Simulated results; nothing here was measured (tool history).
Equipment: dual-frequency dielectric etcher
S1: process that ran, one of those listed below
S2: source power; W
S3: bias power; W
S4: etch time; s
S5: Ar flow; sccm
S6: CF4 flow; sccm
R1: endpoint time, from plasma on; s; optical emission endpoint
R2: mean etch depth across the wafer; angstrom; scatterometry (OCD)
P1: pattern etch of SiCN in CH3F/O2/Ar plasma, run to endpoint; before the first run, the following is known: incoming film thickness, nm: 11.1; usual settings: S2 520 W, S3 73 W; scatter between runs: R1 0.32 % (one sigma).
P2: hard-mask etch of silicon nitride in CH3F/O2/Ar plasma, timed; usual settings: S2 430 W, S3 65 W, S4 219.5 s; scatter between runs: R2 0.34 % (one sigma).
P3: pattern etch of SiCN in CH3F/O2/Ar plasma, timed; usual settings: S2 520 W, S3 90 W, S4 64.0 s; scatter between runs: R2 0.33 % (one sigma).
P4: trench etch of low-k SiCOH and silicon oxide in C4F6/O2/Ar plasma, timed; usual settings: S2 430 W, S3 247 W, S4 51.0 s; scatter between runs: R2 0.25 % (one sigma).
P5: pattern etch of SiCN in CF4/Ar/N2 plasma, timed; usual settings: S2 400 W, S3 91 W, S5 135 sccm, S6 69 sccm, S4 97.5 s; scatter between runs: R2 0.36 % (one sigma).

{"run": 1, "hour": 10.3, "S1": "P1", "S2": 520, "S3": 73, "R1": 27.181}
{"run": 2, "hour": 17.8, "S1": "P3", "S2": 730, "S3": 90, "S4": 64.0, "R2": 324.35}
{"run": 3, "hour": 24.1, "S1": "P2", "S2": 430, "S3": 65, "S4": 309.0, "R2": 2067.9}
{"run": 4, "hour": 29.7, "S1": "P5", "S2": 400, "S3": 91, "S4": 97.5, "S5": 135, "S6": 69, "R2": 800.14}
{"run": 5, "hour": 40.0, "S1": "P3", "S2": 520, "S3": 90, "S4": 64.0, "R2": 285.73}
{"run": 6, "hour": 45.0, "S1": "P4", "S2": 430, "S3": 247, "S4": 28.0, "R2": 1040.0}
{"run": 7, "hour": 55.6, "S1": "P5", "S2": 550, "S3": 91, "S4": 97.5, "S5": 135, "S6": 69, "R2": 1058.0}
{"run": 8, "hour": 61.8, "S1": "P2", "S2": 430, "S3": 46, "S4": 219.5, "R2": 1323.5}
{"run": 9, "hour": 67.8, "S1": "P3", "S2": 520, "S3": 90, "S4": 35.0, "R2": 155.8}
{"run": 10, "hour": 73.9, "S1": "P1", "S2": 680, "S3": 73, "R1": 24.629}
{"run": 11, "hour": 83.8, "S1": "P2", "S2": 430, "S3": 65, "S4": 219.5, "R2": 1476.6}
{"run": 12, "hour": 90.4, "S1": "P1", "S2": 720, "S3": 54, "R1": 26.34}
{"run": 13, "hour": 98.1, "S1": "P5", "S2": 400, "S3": 91, "S4": 97.5, "S5": 163, "S6": 69, "R2": 777.5}
{"run": 14, "hour": 103.1, "S1": "P5", "S2": 400, "S3": 91, "S4": 97.5, "S5": 135, "S6": 97, "R2": 840.15}
{"run": 15, "hour": 109.9, "S1": "P3", "S2": 520, "S3": 107, "S4": 64.0, "R2": 304.14}
{"run": 16, "hour": 116.5, "S1": "P1", "S2": 520, "S3": 73, "R1": 27.202}
{"run": 17, "hour": 123.1, "S1": "P1", "S2": 520, "S3": 73, "R1": 27.245}
{"run": 18, "hour": 131.6, "S1": "P1", "S2": 520, "S3": 52, "R1": 30.609}
{"run": 19, "hour": 136.9, "S1": "P1", "S2": 520, "S3": 73, "R1": 27.233}
{"run": 20, "hour": 143.2, "S1": "P5", "S2": 400, "S3": 91, "S4": 75.0, "S5": 135, "S6": 69, "R2": 614.5}
{"run": 21, "hour": 151.3, "S1": "P1", "S2": 710, "S3": 96, "R1": 21.988}
{"run": 22, "hour": 158.2, "S1": "P4", "S2": 430, "S3": 247, "S4": 51.0, "R2": 1887.7}
{"run": 23, "hour": 167.9, "S1": "P1", "S2": 520, "S3": 73, "R1": 27.1}
{"run": 24, "hour": 177.6, "S1": "P4", "S2": 250, "S3": 247, "S4": 51.0, "R2": 1542.8}
{"run": 25, "hour": 184.4, "S1": "P4", "S2": 430, "S3": 174, "S4": 51.0, "R2": 1696.3}
{"run": 26, "hour": 189.1, "S1": "P4", "S2": 430, "S3": 247, "S4": 51.0, "R2": 1880.4}
{"run": 27, "hour": 198.0, "S1": "P5", "S2": 400, "S3": 116, "S4": 97.5, "S5": 135, "S6": 69, "R2": 886.35}
{"run": 28, "hour": 204.5, "S1": "P2", "S2": 600, "S3": 65, "S4": 219.5, "R2": 1673.4}
{"run": 29, "hour": 210.7, "S1": "P2", "S2": 430, "S3": 65, "S4": 219.5, "R2": 1479.7}
{"run": 30, "hour": 218.5, "S1": "P1", "S2": 360, "S3": 73, "R1": 31.124}
{"run": 31, "hour": 225.9, "S1": "P1", "S2": 520, "S3": 95, "R1": 24.58}
{"run": 32, "hour": 233.3, "S1": "P1", "S2": 520, "S3": 73, "R1": 27.2}
{"run": 33, "hour": 241.2, "S1": "P1", "S2": 520, "S3": 73, "R1": 27.355}
{"run": 34, "hour": 247.1, "S1": "P1", "S2": 520, "S3": 73, "R1": 27.437}
{"run": 35, "hour": 252.6, "S1": "P1", "S2": 520, "S3": 73, "R1": 27.416}
{"run": 36, "hour": 261.3, "S1": "P1", "S2": 520, "S3": 73, "R1": 27.545}
{"run": 37, "hour": 267.6, "S1": "P1", "S2": 520, "S3": 73, "R1": 27.685}
{"run": 38, "hour": 277.6, "S1": "P1", "S2": 520, "S3": 73, "R1": 27.68}
{"run": 39, "hour": 286.3, "S1": "P1", "S2": 520, "S3": 73, "R1": 27.615}
{"hour": 293.9, "done": "wet clean of the chamber"}
{"run": 40, "hour": 294.6, "S1": "P1", "S2": 520, "S3": 73, "R1": 27.48}
{"run": 41, "hour": 304.6, "S1": "P1", "S2": 520, "S3": 73, "R1": 27.755}
{"run": 42, "hour": 309.7, "S1": "P1", "S2": 520, "S3": 73, "R1": 27.572}
{"run": 43, "hour": 320.2, "S1": "P1", "S2": 520, "S3": 73, "R1": 27.748}

Something has made what P1 gives creep away from where it was; the 2 causes below, each at its own stated size, fit the log equally well:
A: source power that arrives under what is set, % = 4.2
B: bias power that arrives under what is set, % = 4.58
Onset of the creep was near hour 233.3.
The rest of the possible causes, and what rules out each one:
chamber walls in a state that lowers the etch rate, %: work on it at hour 293.9, done after the drift set in, did not restore what the process gave before

Which of the 4 check runs listed below, each an average over 2 wafers with its results shown as question marks, gives clearly different results under the different listed causes?
{"run": "check 1", "hour": 330.7, "S1": "P4", "S2": 310, "S3": 247, "S4": 37.5, "R2": "?"}
{"run": "check 2", "hour": 330.7, "S1": "P3", "S2": 730, "S3": 107, "S4": 64.0, "R2": "?"}
{"run": "check 3", "hour": 330.7, "S1": "P2", "S2": 590, "S3": 65, "S4": 262.0, "R2": "?"}
{"run": "check 4", "hour": 330.7, "S1": "P5", "S2": 400, "S3": 91, "S4": 97.5, "S5": 135, "S6": 93, "R2": "?"}

What every check run would give for each of its results, assuming each possible cause in turn:
check=check_1 result=R2 if_A=1207.90 if_B=1208.30
check=check_2 result=R2 if_A=339.28 if_B=338.87
check=check_3 result=R2 if_A=1957.90 if_B=1960.70
check=check_4 result=R2 if_A=805.31 if_B=821.83
Smallest distance between any two causes, each pair judged by its most separating result, in per cent: check 1 0.03 %; check 2 0.12 %; check 3 0.14 %; check 4 2.03 %
The other checks would show nearly matching results whichever cause is true, so check 4 is the only one that separates the causes.

Here is what check 4 returned: R2 804.37 angstrom. Which cause is it?

The correct cause is A, namely: source power that arrives under what is set, %.

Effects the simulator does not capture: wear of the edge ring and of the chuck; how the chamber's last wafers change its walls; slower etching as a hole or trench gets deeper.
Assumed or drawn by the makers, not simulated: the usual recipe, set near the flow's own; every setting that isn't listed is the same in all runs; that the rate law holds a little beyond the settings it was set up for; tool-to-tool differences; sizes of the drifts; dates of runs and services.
